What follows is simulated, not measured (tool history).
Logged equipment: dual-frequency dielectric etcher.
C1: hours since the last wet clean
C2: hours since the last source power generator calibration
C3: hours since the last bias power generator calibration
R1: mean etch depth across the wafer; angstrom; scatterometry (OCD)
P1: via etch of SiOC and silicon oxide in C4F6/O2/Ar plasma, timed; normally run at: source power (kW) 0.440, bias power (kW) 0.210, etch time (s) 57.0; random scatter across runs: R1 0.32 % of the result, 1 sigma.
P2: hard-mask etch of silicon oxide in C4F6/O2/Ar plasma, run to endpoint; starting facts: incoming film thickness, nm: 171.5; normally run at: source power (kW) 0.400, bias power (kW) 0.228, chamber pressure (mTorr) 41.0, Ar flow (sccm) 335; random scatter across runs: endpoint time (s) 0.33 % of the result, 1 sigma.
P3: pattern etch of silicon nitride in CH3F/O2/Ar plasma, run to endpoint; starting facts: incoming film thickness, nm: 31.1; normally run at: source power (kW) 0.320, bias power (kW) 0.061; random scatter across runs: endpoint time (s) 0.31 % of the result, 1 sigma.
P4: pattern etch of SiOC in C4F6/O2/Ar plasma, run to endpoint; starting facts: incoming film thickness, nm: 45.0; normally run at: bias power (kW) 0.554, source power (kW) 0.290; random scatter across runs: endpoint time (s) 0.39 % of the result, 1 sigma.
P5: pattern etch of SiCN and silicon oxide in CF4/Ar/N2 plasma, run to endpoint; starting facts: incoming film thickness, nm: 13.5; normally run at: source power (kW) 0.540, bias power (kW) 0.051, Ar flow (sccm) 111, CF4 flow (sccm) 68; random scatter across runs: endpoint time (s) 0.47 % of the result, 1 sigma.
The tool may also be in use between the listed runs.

run 1 day=0.504 | process_that_ran=P1 source_power_(kW)=0.440 bias_power_(kW)=0.210 etch_time_(s)=57.0 | C1=250.6 C2=402.0 C3=701.9 | R1=716.89
run 2 day=1.133 | process_that_ran=P2 source_power_(kW)=0.400 bias_power_(kW)=0.228 chamber_pressure_(mTorr)=41.0 Ar_flow_(sccm)=335 | C1=265.7 C2=417.1 C3=717.0 | endpoint_time_(s)=53.290
run 3 day=1.604 | process_that_ran=P2 source_power_(kW)=0.250 bias_power_(kW)=0.228 chamber_pressure_(mTorr)=41.0 Ar_flow_(sccm)=335 | C1=277.0 C2=428.4 C3=728.3 | endpoint_time_(s)=64.099
run 4 day=2.329 | process_that_ran=P4 source_power_(kW)=0.290 bias_power_(kW)=0.355 | C1=294.4 C2=445.8 C3=745.7 | endpoint_time_(s)=19.769
run 5 day=3.017 | process_that_ran=P5 source_power_(kW)=0.540 bias_power_(kW)=0.051 Ar_flow_(sccm)=138 CF4_flow_(sccm)=68 | C1=310.9 C2=462.3 C3=762.2 | endpoint_time_(s)=15.893
run 6 day=3.725 | process_that_ran=P4 source_power_(kW)=0.290 bias_power_(kW)=0.554 | C1=327.9 C2=479.3 C3=779.2 | endpoint_time_(s)=16.741
run 7 day=4.279 | process_that_ran=P1 source_power_(kW)=0.440 bias_power_(kW)=0.210 etch_time_(s)=57.0 | C1=341.2 C2=492.6 C3=792.5 | R1=722.35
run 8 day=4.954 | process_that_ran=P1 source_power_(kW)=0.440 bias_power_(kW)=0.124 etch_time_(s)=57.0 | C1=357.4 C2=508.8 C3=808.7 | R1=611.28
run 9 day=5.446 | process_that_ran=P2 source_power_(kW)=0.400 bias_power_(kW)=0.228 chamber_pressure_(mTorr)=41.0 Ar_flow_(sccm)=206 | C1=369.2 C2=520.6 C3=820.5 | endpoint_time_(s)=50.833
run 10 day=5.850 | process_that_ran=P1 source_power_(kW)=0.440 bias_power_(kW)=0.210 etch_time_(s)=57.0 | C1=378.9 C2=530.3 C3=830.2 | R1=723.28
run 11 day=6.562 | process_that_ran=P5 source_power_(kW)=0.540 bias_power_(kW)=0.051 Ar_flow_(sccm)=111 CF4_flow_(sccm)=55 | C1=396.0 C2=547.4 C3=847.3 | endpoint_time_(s)=15.790
-- day=6.658 bias power generator calibrated
run 12 day=7.308 | process_that_ran=P2 source_power_(kW)=0.400 bias_power_(kW)=0.321 chamber_pressure_(mTorr)=41.0 Ar_flow_(sccm)=335 | C1=413.9 C2=565.3 C3=15.7 | endpoint_time_(s)=47.496
run 13 day=7.983 | process_that_ran=P3 source_power_(kW)=0.200 bias_power_(kW)=0.061 | C1=430.1 C2=581.5 C3=31.9 | endpoint_time_(s)=63.190
run 14 day=8.454 | process_that_ran=P5 source_power_(kW)=0.540 bias_power_(kW)=0.051 Ar_flow_(sccm)=111 CF4_flow_(sccm)=68 | C1=441.4 C2=592.8 C3=43.2 | endpoint_time_(s)=15.138
run 15 day=8.808 | process_that_ran=P3 source_power_(kW)=0.320 bias_power_(kW)=0.061 | C1=449.9 C2=601.3 C3=51.7 | endpoint_time_(s)=52.787
run 16 day=9.371 | process_that_ran=P4 source_power_(kW)=0.360 bias_power_(kW)=0.554 | C1=463.4 C2=614.8 C3=65.2 | endpoint_time_(s)=15.423
run 17 day=9.967 | process_that_ran=P1 source_power_(kW)=0.440 bias_power_(kW)=0.210 etch_time_(s)=82.5 | C1=477.7 C2=629.1 C3=79.5 | R1=1047.30
run 18 day=10.758 | process_that_ran=P1 source_power_(kW)=0.440 bias_power_(kW)=0.210 etch_time_(s)=57.0 | C1=496.7 C2=648.1 C3=98.5 | R1=720.55
run 19 day=11.267 | process_that_ran=P5 source_power_(kW)=0.540 bias_power_(kW)=0.041 Ar_flow_(sccm)=111 CF4_flow_(sccm)=68 | C1=508.9 C2=660.3 C3=110.7 | endpoint_time_(s)=16.356
run 20 day=11.796 | process_that_ran=P1 source_power_(kW)=0.310 bias_power_(kW)=0.271 etch_time_(s)=57.0 | C1=521.6 C2=673.0 C3=123.4 | R1=684.97
run 21 day=12.375 | process_that_ran=P3 source_power_(kW)=0.320 bias_power_(kW)=0.077 | C1=535.5 C2=686.9 C3=137.3 | endpoint_time_(s)=48.599
run 22 day=12.896 | process_that_ran=P5 source_power_(kW)=0.320 bias_power_(kW)=0.051 Ar_flow_(sccm)=111 CF4_flow_(sccm)=68 | C1=548.0 C2=699.4 C3=149.8 | endpoint_time_(s)=24.406
run 23 day=13.538 | process_that_ran=P2 source_power_(kW)=0.400 bias_power_(kW)=0.228 chamber_pressure_(mTorr)=32.5 Ar_flow_(sccm)=335 | C1=563.4 C2=714.8 C3=165.2 | endpoint_time_(s)=52.002
run 24 day=14.188 | process_that_ran=P1 source_power_(kW)=0.440 bias_power_(kW)=0.210 etch_time_(s)=31.5 | C1=579.0 C2=730.4 C3=180.8 | R1=400.08
run 25 day=14.700 | process_that_ran=P1 source_power_(kW)=0.590 bias_power_(kW)=0.210 etch_time_(s)=43.0 | C1=591.3 C2=742.7 C3=193.1 | R1=610.39
run 26 day=15.183 | process_that_ran=P4 source_power_(kW)=0.290 bias_power_(kW)=0.554 | C1=602.9 C2=754.3 C3=204.7 | endpoint_time_(s)=16.639
run 27 day=15.558 | process_that_ran=P1 source_power_(kW)=0.440 bias_power_(kW)=0.295 etch_time_(s)=57.0 | C1=611.9 C2=763.3 C3=213.7 | R1=809.65
run 28 day=15.983 | process_that_ran=P1 source_power_(kW)=0.540 bias_power_(kW)=0.210 etch_time_(s)=57.0 | C1=622.1 C2=773.5 C3=223.9 | R1=777.69
run 29 day=16.604 | process_that_ran=P1 source_power_(kW)=0.310 bias_power_(kW)=0.176 etch_time_(s)=57.0 | C1=637.0 C2=788.4 C3=238.8 | R1=594.96
run 30 day=16.975 | process_that_ran=P1 source_power_(kW)=0.260 bias_power_(kW)=0.210 etch_time_(s)=57.0 | C1=645.9 C2=797.3 C3=247.7 | R1=590.05
run 31 day=17.567 | process_that_ran=P1 source_power_(kW)=0.440 bias_power_(kW)=0.210 etch_time_(s)=57.0 | C1=660.1 C2=811.5 C3=261.9 | R1=722.71
run 32 day=18.121 | process_that_ran=P1 source_power_(kW)=0.440 bias_power_(kW)=0.210 etch_time_(s)=57.0 | C1=673.4 C2=824.8 C3=275.2 | R1=723.04
run 33 day=18.650 | process_that_ran=P1 source_power_(kW)=0.440 bias_power_(kW)=0.210 etch_time_(s)=57.0 | C1=686.1 C2=837.5 C3=287.9 | R1=725.86
run 34 day=19.404 | process_that_ran=P1 source_power_(kW)=0.440 bias_power_(kW)=0.210 etch_time_(s)=57.0 | C1=704.2 C2=855.6 C3=306.0 | R1=731.08
run 35 day=19.796 | process_that_ran=P1 source_power_(kW)=0.440 bias_power_(kW)=0.210 etch_time_(s)=57.0 | C1=713.6 C2=865.0 C3=315.4 | R1=731.63
run 36 day=20.421 | process_that_ran=P1 source_power_(kW)=0.440 bias_power_(kW)=0.210 etch_time_(s)=57.0 | C1=728.6 C2=880.0 C3=330.4 | R1=730.89
-- day=20.633 wet clean of the chamber
run 37 day=21.200 | process_that_ran=P1 source_power_(kW)=0.440 bias_power_(kW)=0.210 etch_time_(s)=57.0 | C1=13.6 C2=898.7 C3=349.1 | R1=734.56
run 38 day=21.729 | process_that_ran=P1 source_power_(kW)=0.440 bias_power_(kW)=0.210 etch_time_(s)=57.0 | C1=26.3 C2=911.4 C3=361.8 | R1=732.64
run 39 day=22.438 | process_that_ran=P1 source_power_(kW)=0.440 bias_power_(kW)=0.210 etch_time_(s)=57.0 | C1=43.3 C2=928.4 C3=378.8 | R1=730.72

The log shows P1 creeping away from where it was. Any of the 2 causes listed here, at the size stated for it, fits the log just as well as the others:
A: source power that arrives over what is set, % = 4.2
B: bias power that arrives over what is set, % = 4.89
Creep in the process output first set in at about day 17.567.
Every other cause this tool's parts could produce, and why it does not fit the log:
chamber walls in a state that raises the etch rate, %: was serviced at day 20.633, once the creep was under way, yet the earlier output never came back

The 4 check runs listed below each average the results of 3 wafers, and their outcomes are marked with question marks. Under which run would the listed causes produce clearly different results?
run check 1 day=23.146 | process_that_ran=P5 source_power_(kW)=0.540 bias_power_(kW)=0.051 Ar_flow_(sccm)=111 CF4_flow_(sccm)=56 | endpoint_time_(s)=?
run check 2 day=23.146 | process_that_ran=P4 source_power_(kW)=0.350 bias_power_(kW)=0.399 | endpoint_time_(s)=?
run check 3 day=23.146 | process_that_ran=P2 source_power_(kW)=0.400 bias_power_(kW)=0.313 chamber_pressure_(mTorr)=41.0 Ar_flow_(sccm)=335 | endpoint_time_(s)=?
run check 4 day=23.146 | process_that_ran=P3 source_power_(kW)=0.210 bias_power_(kW)=0.061 | endpoint_time_(s)=?

Predicted outcomes, by check and by cause:
check=check_1 result=endpoint_time_(s) if_A=15.255 if_B=15.577
check=check_2 result=endpoint_time_(s) if_A=17.364 if_B=17.328
check=check_3 result=endpoint_time_(s) if_A=47.227 if_B=47.166
check=check_4 result=endpoint_time_(s) if_A=60.637 if_B=60.570
Per-check spread between the two closest causes, in the result where they differ most: check 1 2.09 %; check 2 0.21 %; check 3 0.13 %; check 4 0.11 %
The causes can be told apart only by check 1. The other checks would give nearly the same results under each of them.

With check 1 done, the readings were: endpoint time (s) 15.662. Identify which of the listed causes applies.

Of the candidate causes, it is B: bias power that arrives over what is set, %.
